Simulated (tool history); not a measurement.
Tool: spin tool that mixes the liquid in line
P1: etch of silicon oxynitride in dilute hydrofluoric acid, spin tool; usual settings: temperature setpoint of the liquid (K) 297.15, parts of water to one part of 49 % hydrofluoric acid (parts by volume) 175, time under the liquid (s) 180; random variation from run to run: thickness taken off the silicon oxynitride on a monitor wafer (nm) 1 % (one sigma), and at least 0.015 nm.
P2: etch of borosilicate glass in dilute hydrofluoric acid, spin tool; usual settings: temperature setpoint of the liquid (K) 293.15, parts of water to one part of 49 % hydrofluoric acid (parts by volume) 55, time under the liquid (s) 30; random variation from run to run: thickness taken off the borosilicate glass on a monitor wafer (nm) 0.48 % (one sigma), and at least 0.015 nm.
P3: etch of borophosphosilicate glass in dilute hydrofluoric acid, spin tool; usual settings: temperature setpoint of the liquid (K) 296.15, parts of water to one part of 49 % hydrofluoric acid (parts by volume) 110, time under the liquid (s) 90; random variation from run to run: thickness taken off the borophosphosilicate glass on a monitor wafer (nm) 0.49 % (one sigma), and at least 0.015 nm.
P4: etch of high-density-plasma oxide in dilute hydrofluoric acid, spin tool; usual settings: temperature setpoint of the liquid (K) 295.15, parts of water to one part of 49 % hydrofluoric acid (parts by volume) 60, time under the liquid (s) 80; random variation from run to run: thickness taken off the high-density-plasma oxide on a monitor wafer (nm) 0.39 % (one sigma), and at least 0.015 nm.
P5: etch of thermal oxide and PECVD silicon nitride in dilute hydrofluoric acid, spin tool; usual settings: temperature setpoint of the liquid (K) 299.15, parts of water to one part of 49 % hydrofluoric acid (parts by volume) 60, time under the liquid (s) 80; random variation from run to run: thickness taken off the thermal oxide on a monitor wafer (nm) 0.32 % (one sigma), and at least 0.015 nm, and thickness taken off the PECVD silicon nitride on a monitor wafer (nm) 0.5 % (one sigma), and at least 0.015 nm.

run   hour  process that ran  temperature setpoint of the liquid (K)  parts of water to one part of 49 % hydrofluoric acid (parts by volume)  time under the liquid (s)  hours since the thermometer was replaced  hours since the hydrofluoric acid flow meter was replaced  thickness taken off the silicon oxynitride on a monitor wafer (nm)  thickness taken off the thermal oxide on a monitor wafer (nm)  thickness taken off the PECVD silicon nitride on a monitor wafer (nm)  thickness taken off the high-density-plasma oxide on a monitor wafer (nm)  thickness taken off the borosilicate glass on a monitor wafer (nm)  thickness taken off the borophosphosilicate glass on a monitor wafer (nm)
  1    8.2                P1                                  297.15                                                                     175                        180                                     517.1                                                     1245.9                                                              2.4336
  2   20.6                P1                                  297.15                                                                     175                        180                                     529.5                                                     1258.3                                                              2.4684
  3   28.6                P5                                  299.15                                                                      60                         25                                     537.5                                                     1266.3                                                                                                                             2.2872                                                                 1.7394
  4   36.1                P1                                  304.65                                                                     255                        180                                     545.0                                                     1273.8                                                              2.1767
  5   48.7                P4                                  295.15                                                                      60                         25                                     557.6                                                     1286.4                                                                                                                                                                                                                                                                               2.1084
  6   54.8                P2                                  293.15                                                                      55                         30                                     563.7                                                     1292.5                                                                                                                                                                                                                                                                                                                                                  11.3130
  7   62.2                P1                                  297.15                                                                     175                        180                                     571.1                                                     1299.9                                                              2.4941
  8   72.7                P3                                  296.15                                                                     170                         90                                     581.6                                                     1310.4                                                                                                                                                                                                                                                                                                                                                                                                                              30.933
  9   78.6                P5                                  303.15                                                                      60                         80                                     587.5                                                     1316.3                                                                                                                             8.5608                                                                 7.3603
 10   85.9                P1                                  297.15                                                                     285                        180                                     594.8                                                     1323.6                                                              1.3950
 11   98.6                P2                                  293.15                                                                      55                         15                                     607.5                                                     1336.3                                                                                                                                                                                                                                                                                                                                                   5.6916
 12  108.0                P1                                  297.15                                                                      85                        180                                     616.9                                                     1345.7                                                              5.4209
 13  115.3                P4                                  299.15                                                                      60                         80                                     624.2                                                     1353.0                                                                                                                                                                                                                                                                               7.9873
 14  127.8                P1                                  297.15                                                                     175                        290                                     636.7                                                     1365.5                                                              3.9394
 15  138.2                P1                                  297.15                                                                     175                        180                                     647.1                                                     1375.9                                                              2.4282
 16  144.5                P3                                  296.15                                                                     110                        140                                     653.4                                                     1382.2                                                                                                                                                                                                                                                                                                                                                                                                                              79.565
 17  150.2                P4                                  295.15                                                                      20                         80                                     659.1                                                     1387.9                                                                                                                                                                                                                                                                              21.4750
 18  160.5                P2                                  293.15                                                                      25                         30                                     669.4                                                     1398.2                                                                                                                                                                                                                                                                                                                                                  25.9600
 19  171.5                P2                                  290.15                                                                      55                         30                                     680.4                                                     1409.2                                                                                                                                                                                                                                                                                                                                                  10.0300
 20  183.3                P5                                  299.15                                                                      60                         80                                     692.2                                                     1421.0                                                                                                                             7.2939                                                                 5.7151
 21  195.1                P5                                  299.15                                                                      35                         80                                     704.0                                                     1432.8                                                                                                                            12.9460                                                                 9.7406
 22  206.2                P3                                  296.15                                                                     110                         90                                     715.1                                                     1443.9                                                                                                                                                                                                                                                                                                                                                                                                                              51.262
 23  216.8                P1                                  297.15                                                                     175                         15                                     725.7                                                     1454.5                                                              0.2285
 24  224.2                P1                                  292.15                                                                     175                        180                                     733.1                                                     1461.9                                                              1.9725
 25  231.5                P1                                  297.15                                                                      80                        105                                     740.4                                                     1469.2                                                              3.4217
 26  244.6                P4                                  295.15                                                                      60                         80                                     753.5                                                     1482.3                                                                                                                                                                                                                                                                               6.8352
 27  252.9                P1                                  297.15                                                                     175                        180                                     761.8                                                     1490.6                                                              2.4961
 28  263.2                P1                                  305.15                                                                     175                        180                                     772.1                                                     1500.9                                                              3.4575
 29  270.3                P3                                  296.15                                                                     110                         90                                     779.2                                                     1508.0                                                                                                                                                                                                                                                                                                                                                                                                                              50.832
 30  277.7                P1                                  297.15                                                                     175                        180                                     786.6                                                     1515.4                                                              2.4901
 31  285.5                P4                                  295.15                                                                      60                         80                                     794.4                                                     1523.2                                                                                                                                                                                                                                                                               6.8645
 32  296.3                P3                                  290.15                                                                     110                         90                                     805.2                                                     1534.0                                                                                                                                                                                                                                                                                                                                                                                                                              39.534
 33  307.9                P1                                  297.15                                                                     175                        180                                     816.8                                                     1545.6                                                              2.4407
 34  320.2                P1                                  297.15                                                                     175                        180                                     829.1                                                     1557.9                                                              2.6165
 35  327.1                P1                                  297.15                                                                     175                        180                                     836.0                                                     1564.8                                                              2.6256
 36  337.9                P1                                  297.15                                                                     175                        180                                     846.8                                                     1575.6                                                              2.6744
 37  348.8                P1                                  297.15                                                                     175                        180                                     857.7                                                     1586.5                                                              2.7040
 38  359.7                P1                                  297.15                                                                     175                        180                                     868.6                                                     1597.4                                                              2.7332
 39  368.9                P1                                  297.15                                                                     175                        180                                     877.8                                                     1606.6                                                              2.7481
 40  380.9                P1                                  297.15                                                                     175                        180                                     889.8                                                     1618.6                                                              2.7628
 41  393.7                P1                                  297.15                                                                     175                        180                                     902.6                                                     1631.4                                                              2.7345

What P1 gives has crept away from where it was. These 2 causes fit the log equally well, each at the size given:
A: liquid hotter than its thermometer reads (K) = 2.35
B: hydrofluoric acid flow above the setpoint (%) = 9.7
The creep began at about hour 307.9.

4 check runs are offered, one wafer each, their results left as question marks. Which one tells the causes apart?
check 1  406.5                P3                                  296.15                                                                     110                         90                                                                                                                                                                                                                                                                                                                                                                                                                                                                                                                                        ?
check 2  406.5                P4                                  295.15                                                                      60                         80                                                                                                                                                                                                                                                                                                                                                                                         ?
check 3  406.5                P5                                  299.15                                                                      60                         80                                                                                                                                                                                                                                       ?                                                                      ?
check 4  406.5                P2                                  293.15                                                                      55                         30                                                                                                                                                                                                                                                                                                                                                                                                                                                             ?

What each check would give under each cause:
  check                                                                     result     if A     if B
check 1  thickness taken off the borophosphosilicate glass on a monitor wafer (nm)   55.871   56.541
check 2  thickness taken off the high-density-plasma oxide on a monitor wafer (nm)   7.4915   7.5118
check 3              thickness taken off the thermal oxide on a monitor wafer (nm)   8.0015   8.0536
check 3      thickness taken off the PECVD silicon nitride on a monitor wafer (nm)   6.6452   6.2412
check 4         thickness taken off the borosilicate glass on a monitor wafer (nm)  12.5710  12.5680
How far apart the two closest causes lie, in the result that separates them most: check 1 1.19 %; check 2 0.27 %; check 3 6.27 %; check 4 0.02 %
Check 3 tells the causes apart: in the others they would give nearly the same result.

Then check 3 was run and gave: thickness taken off the thermal oxide on a monitor wafer (nm) 8.0453; thickness taken off the PECVD silicon nitride on a monitor wafer (nm) 6.5964. Which cause is it?

It is A: liquid hotter than its thermometer reads (K).
